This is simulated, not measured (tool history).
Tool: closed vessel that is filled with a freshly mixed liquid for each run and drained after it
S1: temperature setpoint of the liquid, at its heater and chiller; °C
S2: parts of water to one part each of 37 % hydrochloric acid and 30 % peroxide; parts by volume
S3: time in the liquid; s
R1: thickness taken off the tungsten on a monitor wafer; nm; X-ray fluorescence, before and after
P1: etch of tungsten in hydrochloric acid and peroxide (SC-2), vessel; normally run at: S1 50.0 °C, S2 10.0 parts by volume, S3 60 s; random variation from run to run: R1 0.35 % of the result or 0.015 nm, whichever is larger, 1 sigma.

run	hour	S1	S2	S3	R1
1	5.6	50.0	10.0	60	21.2310
2	14.5	50.0	18.5	60	12.4910
3	24.3	50.0	10.0	60	21.2730
4	32.7	50.0	10.0	30	10.6500
5	44.9	50.0	10.0	95	33.7560
6	53.7	38.0	4.0	60	18.6810
7	64.5	42.5	4.0	60	25.5270
8	76.5	50.0	4.0	60	42.7280
9	82.8	35.0	10.0	60	7.4675
10	94.1	50.0	10.0	60	21.3360
11	106.6	62.0	10.0	60	45.9920
# hour 117.2: new drum of peroxide connected
12	119.1	50.0	10.0	60	21.3000
13	125.7	50.0	6.5	30	15.0980
14	136.2	50.0	10.0	60	21.3510
15	147.5	50.0	10.0	60	21.2930
16	153.8	50.0	10.0	60	21.8980
17	165.8	50.0	10.0	60	22.4910
18	177.8	50.0	10.0	60	22.6160
19	185.4	50.0	10.0	60	22.6600
20	192.4	50.0	10.0	60	22.7910
21	204.6	50.0	10.0	60	22.8140

What P1 gives has crept away from where it was. These 2 causes fit the log equally well, each at the size given:
A: liquid hotter than its thermometer reads (K) = 1.05
B: chemicals flow above the setpoint (%) = 8.77
The creep began at about hour 147.5.
Why every other cause is out:
peroxide weaker than its label (%): at most 8, which would move R1 by -7.4 %: too little, or the wrong way

4 check runs are offered, each on 2 wafers whose results are averaged, their results left as question marks. Which one tells the causes apart?
check 1	216.8	50.0	10.0	40	?
check 2	216.8	36.5	4.0	60	?
check 3	216.8	39.5	10.0	60	?
check 4	216.8	55.5	10.0	30	?

What each check would give under each cause:
check	result	if A	if B
check 1	R1	15.2420	15.2380
check 2	R1	17.9850	17.6170
check 3	R1	11.1420	11.0860
check 4	R1	16.3570	16.3910
How far apart the two closest causes lie, in the result that separates them most: check 1 0.03 %; check 2 2.07 %; check 3 0.5 %; check 4 0.21 %
Check 2 tells the causes apart: in the others they would give nearly the same result.

Then check 2 was run and gave: R1 17.6720 nm. Which cause is it?

It is B: chemicals flow above the setpoint (%).

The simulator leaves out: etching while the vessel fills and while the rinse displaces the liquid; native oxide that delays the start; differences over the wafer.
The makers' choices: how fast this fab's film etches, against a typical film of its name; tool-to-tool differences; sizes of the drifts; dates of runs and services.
